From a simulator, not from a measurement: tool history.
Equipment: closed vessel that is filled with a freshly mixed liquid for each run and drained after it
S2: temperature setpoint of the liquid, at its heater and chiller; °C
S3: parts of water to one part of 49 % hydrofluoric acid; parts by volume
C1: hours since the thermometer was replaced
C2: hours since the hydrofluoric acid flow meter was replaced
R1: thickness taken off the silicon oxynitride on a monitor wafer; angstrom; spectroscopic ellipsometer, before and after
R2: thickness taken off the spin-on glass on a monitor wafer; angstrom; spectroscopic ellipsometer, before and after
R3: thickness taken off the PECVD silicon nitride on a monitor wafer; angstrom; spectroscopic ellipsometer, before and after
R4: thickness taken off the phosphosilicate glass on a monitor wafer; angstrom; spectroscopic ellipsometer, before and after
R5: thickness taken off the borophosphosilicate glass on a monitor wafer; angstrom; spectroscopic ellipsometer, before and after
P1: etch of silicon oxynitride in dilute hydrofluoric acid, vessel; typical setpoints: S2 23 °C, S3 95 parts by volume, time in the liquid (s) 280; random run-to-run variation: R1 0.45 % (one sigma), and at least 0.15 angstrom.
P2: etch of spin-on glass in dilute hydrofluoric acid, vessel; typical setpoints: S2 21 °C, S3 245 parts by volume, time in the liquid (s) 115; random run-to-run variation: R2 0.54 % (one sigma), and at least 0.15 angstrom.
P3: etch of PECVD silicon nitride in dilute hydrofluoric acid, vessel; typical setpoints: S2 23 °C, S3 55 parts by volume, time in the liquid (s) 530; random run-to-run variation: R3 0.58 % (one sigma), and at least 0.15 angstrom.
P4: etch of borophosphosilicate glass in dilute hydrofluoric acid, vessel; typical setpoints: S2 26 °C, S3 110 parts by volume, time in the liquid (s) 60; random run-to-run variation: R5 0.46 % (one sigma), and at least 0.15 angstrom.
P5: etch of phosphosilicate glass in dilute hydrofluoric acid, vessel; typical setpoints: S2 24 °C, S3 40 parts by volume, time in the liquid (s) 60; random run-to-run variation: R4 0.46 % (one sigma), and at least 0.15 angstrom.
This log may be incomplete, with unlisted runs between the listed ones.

run 1 hour=8.9 | process_that_ran=P1 S2=23 S3=95 time_in_the_liquid_(s)=280 | C1=1203.4 C2=1359.6 | R1=93.141
run 2 hour=17.5 | process_that_ran=P1 S2=23 S3=95 time_in_the_liquid_(s)=280 | C1=1212 C2=1368.2 | R1=93.082
run 3 hour=28.4 | process_that_ran=P2 S2=21 S3=245 time_in_the_liquid_(s)=115 | C1=1222.9 C2=1379.1 | R2=90.023
run 4 hour=37.1 | process_that_ran=P3 S2=17.5 S3=55 time_in_the_liquid_(s)=530 | C1=1231.6 C2=1387.8 | R3=107.66
run 5 hour=50.1 | process_that_ran=P1 S2=23 S3=95 time_in_the_liquid_(s)=280 | C1=1244.6 C2=1400.8 | R1=93.721
run 6 hour=57.8 | process_that_ran=P5 S2=24 S3=40 time_in_the_liquid_(s)=110 | C1=1252.3 C2=1408.5 | R4=3446.6
-- hour=63.8 thermometer replaced
run 7 hour=67.4 | process_that_ran=P1 S2=23 S3=95 time_in_the_liquid_(s)=120 | C1=3.7 C2=1418.1 | R1=40.108
run 8 hour=79.6 | process_that_ran=P4 S2=26 S3=110 time_in_the_liquid_(s)=30 | C1=15.9 C2=1430.3 | R5=123.3
run 9 hour=88.4 | process_that_ran=P4 S2=26 S3=110 time_in_the_liquid_(s)=60 | C1=24.7 C2=1439.1 | R5=246.88
run 10 hour=94.3 | process_that_ran=P1 S2=17 S3=95 time_in_the_liquid_(s)=280 | C1=30.6 C2=1445 | R1=69.371
run 11 hour=106.2 | process_that_ran=P4 S2=20.5 S3=110 time_in_the_liquid_(s)=60 | C1=42.5 C2=1456.9 | R5=199.37
run 12 hour=112.4 | process_that_ran=P1 S2=27 S3=95 time_in_the_liquid_(s)=280 | C1=48.7 C2=1463.1 | R1=112.72
run 13 hour=122 | process_that_ran=P5 S2=24 S3=65 time_in_the_liquid_(s)=60 | C1=58.3 C2=1472.7 | R4=1126.4
run 14 hour=134.7 | process_that_ran=P3 S2=23 S3=30 time_in_the_liquid_(s)=530 | C1=71 C2=1485.4 | R3=279.77
run 15 hour=147.5 | process_that_ran=P5 S2=24 S3=40 time_in_the_liquid_(s)=60 | C1=83.8 C2=1498.2 | R4=1883.5
run 16 hour=159.8 | process_that_ran=P2 S2=21 S3=245 time_in_the_liquid_(s)=30 | C1=96.1 C2=1510.5 | R2=23.091
run 17 hour=168.8 | process_that_ran=P1 S2=23 S3=95 time_in_the_liquid_(s)=410 | C1=105.1 C2=1519.5 | R1=137.74
run 18 hour=176.2 | process_that_ran=P1 S2=23 S3=95 time_in_the_liquid_(s)=280 | C1=112.5 C2=1526.9 | R1=93.748
run 19 hour=186.3 | process_that_ran=P4 S2=26 S3=110 time_in_the_liquid_(s)=60 | C1=122.6 C2=1537 | R5=246.81
run 20 hour=193.7 | process_that_ran=P1 S2=23 S3=40 time_in_the_liquid_(s)=280 | C1=130 C2=1544.4 | R1=231.31
run 21 hour=202.3 | process_that_ran=P2 S2=21 S3=55 time_in_the_liquid_(s)=115 | C1=138.6 C2=1553 | R2=489.49
run 22 hour=209.4 | process_that_ran=P1 S2=23 S3=95 time_in_the_liquid_(s)=280 | C1=145.7 C2=1560.1 | R1=94.646
run 23 hour=216.6 | process_that_ran=P1 S2=23 S3=145 time_in_the_liquid_(s)=280 | C1=152.9 C2=1567.3 | R1=58.961
run 24 hour=228.9 | process_that_ran=P1 S2=23 S3=95 time_in_the_liquid_(s)=280 | C1=165.2 C2=1579.6 | R1=92.725
run 25 hour=240.5 | process_that_ran=P5 S2=24 S3=40 time_in_the_liquid_(s)=60 | C1=176.8 C2=1591.2 | R4=1889.9
run 26 hour=253.6 | process_that_ran=P3 S2=23 S3=55 time_in_the_liquid_(s)=30 | C1=189.9 C2=1604.3 | R3=8.9217
run 27 hour=263.2 | process_that_ran=P5 S2=17 S3=40 time_in_the_liquid_(s)=60 | C1=199.5 C2=1613.9 | R4=1410.6
run 28 hour=270.9 | process_that_ran=P1 S2=23 S3=160 time_in_the_liquid_(s)=160 | C1=207.2 C2=1621.6 | R1=29.961
run 29 hour=281.9 | process_that_ran=P1 S2=23 S3=95 time_in_the_liquid_(s)=280 | C1=218.2 C2=1632.6 | R1=94.187
run 30 hour=293.5 | process_that_ran=P2 S2=17 S3=245 time_in_the_liquid_(s)=115 | C1=229.8 C2=1644.2 | R2=76.081
run 31 hour=303.2 | process_that_ran=P4 S2=26 S3=20 time_in_the_liquid_(s)=60 | C1=239.5 C2=1653.9 | R5=1532.8
run 32 hour=308.9 | process_that_ran=P3 S2=23 S3=55 time_in_the_liquid_(s)=530 | C1=245.2 C2=1659.6 | R3=157.21
run 33 hour=321.9 | process_that_ran=P1 S2=23 S3=95 time_in_the_liquid_(s)=280 | C1=258.2 C2=1672.6 | R1=93.167
run 34 hour=329.5 | process_that_ran=P1 S2=23 S3=95 time_in_the_liquid_(s)=280 | C1=265.8 C2=1680.2 | R1=90.824
run 35 hour=337.9 | process_that_ran=P1 S2=23 S3=95 time_in_the_liquid_(s)=280 | C1=274.2 C2=1688.6 | R1=87.147
run 36 hour=343.9 | process_that_ran=P1 S2=23 S3=95 time_in_the_liquid_(s)=280 | C1=280.2 C2=1694.6 | R1=87.273
run 37 hour=351.1 | process_that_ran=P1 S2=23 S3=95 time_in_the_liquid_(s)=280 | C1=287.4 C2=1701.8 | R1=85.978
run 38 hour=361.6 | process_that_ran=P1 S2=23 S3=95 time_in_the_liquid_(s)=280 | C1=297.9 C2=1712.3 | R1=85.63
run 39 hour=374.4 | process_that_ran=P1 S2=23 S3=95 time_in_the_liquid_(s)=280 | C1=310.7 C2=1725.1 | R1=84.448
run 40 hour=382.9 | process_that_ran=P1 S2=23 S3=95 time_in_the_liquid_(s)=280 | C1=319.2 C2=1733.6 | R1=85.208
run 41 hour=391.7 | process_that_ran=P1 S2=23 S3=95 time_in_the_liquid_(s)=280 | C1=328 C2=1742.4 | R1=83.61
run 42 hour=404.6 | process_that_ran=P1 S2=23 S3=95 time_in_the_liquid_(s)=280 | C1=340.9 C2=1755.3 | R1=84.071

What P1 gives has crept off from where it sat before. The 2 causes that follow fit the log equally well, each at the size noted:
A: liquid colder than its thermometer reads (K) = 2.31
B: hydrofluoric acid flow below the setpoint (%) = 9.79
The process output started creeping at around hour 321.9.

Below are 4 check runs, each on a single wafer, with their results shown as question marks. Which of them would tell the listed causes apart, meaning the causes would give clearly different results under it?
run check 1 hour=417.5 | process_that_ran=P4 S2=26 S3=25 time_in_the_liquid_(s)=30 | R5=?
run check 2 hour=417.5 | process_that_ran=P2 S2=17 S3=55 time_in_the_liquid_(s)=115 | R2=?
run check 3 hour=417.5 | process_that_ran=P5 S2=19.5 S3=40 time_in_the_liquid_(s)=60 | R4=?
run check 4 hour=417.5 | process_that_ran=P3 S2=18.5 S3=55 time_in_the_liquid_(s)=530 | R3=?

Predicted outcomes, by check and by cause:
check=check_1 result=R5 if_A=554.4 if_B=548.72
check=check_2 result=R2 if_A=372.79 if_B=369.6
check=check_3 result=R4 if_A=1406.1 if_B=1394.8
check=check_4 result=R3 if_A=97.235 if_B=103.59
Smallest distance between any two causes, each pair judged by its most separating result, in per cent: check 1 1.03 %; check 2 0.86 %; check 3 0.81 %; check 4 6.33 %
Check 4 distinguishes between the causes, while the remaining checks would return nearly the same result for all of them.

Then check 4 was run and gave: R3 96.274 angstrom. Which cause is it?

The correct cause is A, namely: liquid colder than its thermometer reads (K).
